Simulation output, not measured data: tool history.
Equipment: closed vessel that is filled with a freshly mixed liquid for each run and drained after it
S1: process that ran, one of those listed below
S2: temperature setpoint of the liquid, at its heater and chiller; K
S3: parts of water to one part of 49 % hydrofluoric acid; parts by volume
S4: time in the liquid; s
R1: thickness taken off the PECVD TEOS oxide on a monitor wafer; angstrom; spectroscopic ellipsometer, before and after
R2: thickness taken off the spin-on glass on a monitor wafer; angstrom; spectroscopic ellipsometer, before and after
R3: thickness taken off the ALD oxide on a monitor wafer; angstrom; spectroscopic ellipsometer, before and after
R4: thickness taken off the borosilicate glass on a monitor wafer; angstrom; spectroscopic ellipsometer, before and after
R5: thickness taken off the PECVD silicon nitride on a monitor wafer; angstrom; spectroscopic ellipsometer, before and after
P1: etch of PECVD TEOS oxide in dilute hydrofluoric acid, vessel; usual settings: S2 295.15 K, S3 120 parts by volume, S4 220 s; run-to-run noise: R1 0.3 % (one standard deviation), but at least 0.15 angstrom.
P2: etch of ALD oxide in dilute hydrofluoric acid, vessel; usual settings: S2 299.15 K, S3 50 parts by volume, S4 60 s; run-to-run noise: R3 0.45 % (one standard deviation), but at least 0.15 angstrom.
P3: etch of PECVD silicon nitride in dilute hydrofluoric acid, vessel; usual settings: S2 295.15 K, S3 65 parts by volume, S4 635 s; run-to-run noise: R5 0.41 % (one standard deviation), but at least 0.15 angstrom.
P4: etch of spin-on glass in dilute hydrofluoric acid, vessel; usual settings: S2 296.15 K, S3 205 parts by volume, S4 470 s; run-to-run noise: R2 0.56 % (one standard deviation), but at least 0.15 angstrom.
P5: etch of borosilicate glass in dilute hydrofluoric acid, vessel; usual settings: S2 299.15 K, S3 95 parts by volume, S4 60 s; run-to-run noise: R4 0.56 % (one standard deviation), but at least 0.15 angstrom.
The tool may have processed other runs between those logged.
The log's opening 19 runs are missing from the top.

{"run": 20, "hour": 83.3, "S1": "P1", "S2": 295.15, "S3": 120, "S4": 220, "R1": 331.47}
{"run": 21, "hour": 88.4, "S1": "P1", "S2": 295.15, "S3": 120, "S4": 220, "R1": 331.18}
{"run": 22, "hour": 91.6, "S1": "P5", "S2": 299.15, "S3": 95, "S4": 60, "R4": 136.18}
{"run": 23, "hour": 97.3, "S1": "P4", "S2": 296.15, "S3": 205, "S4": 470, "R2": 394.88}
{"run": 24, "hour": 101.8, "S1": "P1", "S2": 290.15, "S3": 120, "S4": 220, "R1": 270.5}
{"run": 25, "hour": 105.7, "S1": "P2", "S2": 299.15, "S3": 50, "S4": 30, "R3": 227.2}
{"run": 26, "hour": 110.6, "S1": "P1", "S2": 295.15, "S3": 120, "S4": 60, "R1": 90.53}
{"run": 27, "hour": 114.2, "S1": "P1", "S2": 295.15, "S3": 120, "S4": 220, "R1": 330.19}
{"run": 28, "hour": 119.6, "S1": "P5", "S2": 299.15, "S3": 95, "S4": 60, "R4": 136.9}
{"run": 29, "hour": 124.7, "S1": "P4", "S2": 296.15, "S3": 50, "S4": 470, "R2": 1951.9}
{"run": 30, "hour": 129.2, "S1": "P3", "S2": 295.15, "S3": 65, "S4": 635, "R5": 266.52}
{"run": 31, "hour": 133.1, "S1": "P1", "S2": 290.15, "S3": 120, "S4": 120, "R1": 147.15}
{"run": 32, "hour": 138.8, "S1": "P3", "S2": 295.15, "S3": 65, "S4": 1060, "R5": 446}
{"run": 33, "hour": 141.8, "S1": "P3", "S2": 290.15, "S3": 65, "S4": 635, "R5": 189.2}
{"run": 34, "hour": 145.5, "S1": "P1", "S2": 295.15, "S3": 205, "S4": 220, "R1": 176.08}
{"run": 35, "hour": 149.1, "S1": "P1", "S2": 295.15, "S3": 120, "S4": 220, "R1": 330.31}
{"run": 36, "hour": 153.9, "S1": "P1", "S2": 295.15, "S3": 120, "S4": 220, "R1": 317.59}

Run 37 is up next; what results do you expect?
{"run": 37, "hour": 158.5, "S1": "P1", "S2": 295.15, "S3": 120, "S4": 220, "R1": "?"}

Run 37 yielded R1 311.1 angstrom.
